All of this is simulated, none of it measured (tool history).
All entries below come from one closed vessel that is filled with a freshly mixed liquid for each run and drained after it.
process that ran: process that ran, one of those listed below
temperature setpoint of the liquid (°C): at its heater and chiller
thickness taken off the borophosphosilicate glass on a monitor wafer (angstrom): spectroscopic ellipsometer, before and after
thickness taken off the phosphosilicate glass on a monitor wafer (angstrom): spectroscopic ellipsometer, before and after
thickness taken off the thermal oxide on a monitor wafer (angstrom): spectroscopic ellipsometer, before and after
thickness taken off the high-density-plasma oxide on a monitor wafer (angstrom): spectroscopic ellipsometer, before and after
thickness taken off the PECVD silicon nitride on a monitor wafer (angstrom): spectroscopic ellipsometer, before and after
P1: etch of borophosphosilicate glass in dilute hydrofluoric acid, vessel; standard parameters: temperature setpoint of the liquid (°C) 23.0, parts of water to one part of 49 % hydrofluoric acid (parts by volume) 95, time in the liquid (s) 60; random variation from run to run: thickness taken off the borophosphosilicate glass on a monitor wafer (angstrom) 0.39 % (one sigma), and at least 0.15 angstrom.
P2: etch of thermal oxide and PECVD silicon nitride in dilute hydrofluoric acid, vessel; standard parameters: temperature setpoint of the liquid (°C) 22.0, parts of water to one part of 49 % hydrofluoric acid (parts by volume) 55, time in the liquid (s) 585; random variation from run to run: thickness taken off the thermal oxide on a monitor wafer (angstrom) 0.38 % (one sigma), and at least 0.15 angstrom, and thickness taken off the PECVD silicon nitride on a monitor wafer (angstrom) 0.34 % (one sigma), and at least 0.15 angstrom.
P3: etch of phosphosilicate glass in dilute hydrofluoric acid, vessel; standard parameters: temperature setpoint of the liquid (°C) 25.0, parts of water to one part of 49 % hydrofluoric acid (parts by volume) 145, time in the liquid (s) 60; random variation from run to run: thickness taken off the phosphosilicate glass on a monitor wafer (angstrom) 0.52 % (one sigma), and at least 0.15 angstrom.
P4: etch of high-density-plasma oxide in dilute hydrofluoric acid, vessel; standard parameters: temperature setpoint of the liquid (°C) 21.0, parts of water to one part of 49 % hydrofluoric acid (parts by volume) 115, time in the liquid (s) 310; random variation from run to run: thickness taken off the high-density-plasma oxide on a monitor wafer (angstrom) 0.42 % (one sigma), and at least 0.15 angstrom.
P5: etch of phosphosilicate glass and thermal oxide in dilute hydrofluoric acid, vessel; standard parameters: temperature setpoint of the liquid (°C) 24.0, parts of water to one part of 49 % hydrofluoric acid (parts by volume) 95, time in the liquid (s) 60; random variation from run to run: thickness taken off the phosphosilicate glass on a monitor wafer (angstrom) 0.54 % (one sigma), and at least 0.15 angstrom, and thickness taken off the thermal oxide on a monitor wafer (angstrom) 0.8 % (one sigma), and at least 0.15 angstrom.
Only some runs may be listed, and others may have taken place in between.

| run | hour | process that ran | temperature setpoint of the liquid (°C) | parts of water to one part of 49 % hydrofluoric acid (parts by volume) | time in the liquid (s) | thickness taken off the borophosphosilicate glass on a monitor wafer (angstrom) | thickness taken off the phosphosilicate glass on a monitor wafer (angstrom) | thickness taken off the thermal oxide on a monitor wafer (angstrom) | thickness taken off the high-density-plasma oxide on a monitor wafer (angstrom) | thickness taken off the PECVD silicon nitride on a monitor wafer (angstrom) |
|---|---|---|---|---|---|---|---|---|---|---|
| 1 | 6.8 | P1 | 23.0 | 95 | 60 | 291.99 |  |  |  |  |
| 2 | 13.9 | P5 | 24.0 | 20 | 60 |  | 2626.80 | 156.070 |  |  |
| 3 | 19.9 | P5 | 24.0 | 95 | 115 |  | 967.87 | 57.281 |  |  |
| 4 | 27.0 | P4 | 28.5 | 115 | 310 |  |  |  | 199.570 |  |
| 5 | 34.0 | P1 | 23.0 | 20 | 60 | 1518.00 |  |  |  |  |
| 6 | 42.3 | P1 | 17.0 | 95 | 60 | 228.89 |  |  |  |  |
| 7 | 48.6 | P5 | 31.0 | 95 | 60 |  | 662.41 | 38.822 |  |  |
| 8 | 54.8 | P5 | 24.0 | 95 | 60 |  | 500.64 | 29.852 |  |  |
| 9 | 64.6 | P1 | 23.0 | 95 | 60 | 291.68 |  |  |  |  |
| 10 | 75.3 | P2 | 22.0 | 55 | 885 |  |  | 761.490 |  | 771.95 |
| 11 | 84.7 | P1 | 30.5 | 95 | 60 | 389.36 |  |  |  |  |
| 12 | 90.7 | P1 | 23.0 | 95 | 60 | 291.60 |  |  |  |  |
| 13 | 98.1 | P4 | 21.0 | 115 | 65 |  |  |  | 31.367 |  |
| 14 | 107.4 | P2 | 22.0 | 85 | 585 |  |  | 314.480 |  | 332.14 |
| 15 | 117.0 | P3 | 25.0 | 205 | 60 |  | 401.24 |  |  |  |
| 16 | 122.0 | P1 | 31.0 | 60 | 60 | 665.60 |  |  |  |  |
| 17 | 130.7 | P2 | 22.0 | 55 | 585 |  |  | 499.370 |  | 508.96 |
| 18 | 141.2 | P1 | 23.0 | 95 | 90 | 437.19 |  |  |  |  |
| 19 | 152.4 | P3 | 20.5 | 145 | 60 |  | 510.39 |  |  |  |
| 20 | 160.5 | P5 | 24.0 | 95 | 60 |  | 500.30 | 29.337 |  |  |
| 21 | 166.3 | P4 | 21.0 | 35 | 310 |  |  |  | 535.810 |  |
| 22 | 176.9 | P1 | 23.0 | 95 | 60 | 294.04 |  |  |  |  |
| 23 | 182.3 | P3 | 25.0 | 145 | 60 |  | 606.17 |  |  |  |
| 24 | 189.2 | P2 | 17.0 | 55 | 585 |  |  | 405.720 |  | 359.88 |
| 25 | 195.2 | P1 | 23.0 | 95 | 60 | 290.76 |  |  |  |  |
| 26 | 206.3 | P3 | 25.0 | 145 | 90 |  | 914.28 |  |  |  |
| 27 | 212.0 | P1 | 23.0 | 135 | 60 | 195.87 |  |  |  |  |
| 28 | 223.3 | P4 | 21.0 | 115 | 310 |  |  |  | 148.670 |  |
| 29 | 230.6 | P1 | 23.0 | 95 | 30 | 146.11 |  |  |  |  |
| 30 | 239.5 | P1 | 23.0 | 95 | 60 | 290.15 |  |  |  |  |
| 31 | 250.0 | P1 | 23.0 | 95 | 60 | 279.81 |  |  |  |  |
| 32 | 261.0 | P1 | 23.0 | 95 | 60 | 274.99 |  |  |  |  |
| 33 | 266.6 | P1 | 23.0 | 95 | 60 | 273.41 |  |  |  |  |
| 34 | 273.9 | P1 | 23.0 | 95 | 60 | 272.65 |  |  |  |  |
| 35 | 280.6 | P1 | 23.0 | 95 | 60 | 270.80 |  |  |  |  |
| 36 | 287.6 | P1 | 23.0 | 95 | 60 | 271.70 |  |  |  |  |
| 37 | 298.4 | P1 | 23.0 | 95 | 60 | 271.00 |  |  |  |  |

The log shows P1 creeping away from where it was. Any of the 2 causes listed here, at the size stated for it, fits the log just as well as the others:
A: liquid colder than its thermometer reads (K) = 1.89
B: hydrofluoric acid flow below the setpoint (%) = 6.59
Creep in the process output first set in at about hour 239.5.

Which of the 4 check runs listed below separates the causes, so that each cause would produce a clearly different result? Each run uses one wafer, and its results are marked with question marks.
| check 1 | 309.2 | P3 | 25.0 | 145 | 60 |  | ? |  |  |  |
| check 2 | 309.2 | P2 | 22.0 | 55 | 585 |  |  | ? |  | ? |
| check 3 | 309.2 | P4 | 21.0 | 115 | 310 |  |  |  | ? |  |
| check 4 | 309.2 | P5 | 24.0 | 95 | 60 |  | ? | ? |  |  |

Check results expected under each cause:
| check | result | if A | if B |
|---|---|---|---|
| check 1 | thickness taken off the phosphosilicate glass on a monitor wafer (angstrom) | 564.13 | 559.82 |
| check 2 | thickness taken off the thermal oxide on a monitor wafer (angstrom) | 463.640 | 466.570 |
| check 2 | thickness taken off the PECVD silicon nitride on a monitor wafer (angstrom) | 448.46 | 477.80 |
| check 3 | thickness taken off the high-density-plasma oxide on a monitor wafer (angstrom) | 137.690 | 137.650 |
| check 4 | thickness taken off the phosphosilicate glass on a monitor wafer (angstrom) | 467.07 | 466.79 |
| check 4 | thickness taken off the thermal oxide on a monitor wafer (angstrom) | 27.408 | 27.391 |
Per check, the gap between the least separated pair of causes, taken in the result that splits them most: check 1 0.77 %; check 2 6.34 %; check 3 0.03 %; check 4 0.06 %
Check 2 is the one run that separates the causes; every other check would come out nearly the same whichever cause is at work.

Check 2 was carried out, with these results: thickness taken off the thermal oxide on a monitor wafer (angstrom) 461.900; thickness taken off the PECVD silicon nitride on a monitor wafer (angstrom) 446.69. Which of the listed causes is responsible?

The cause is A: liquid colder than its thermometer reads (K).
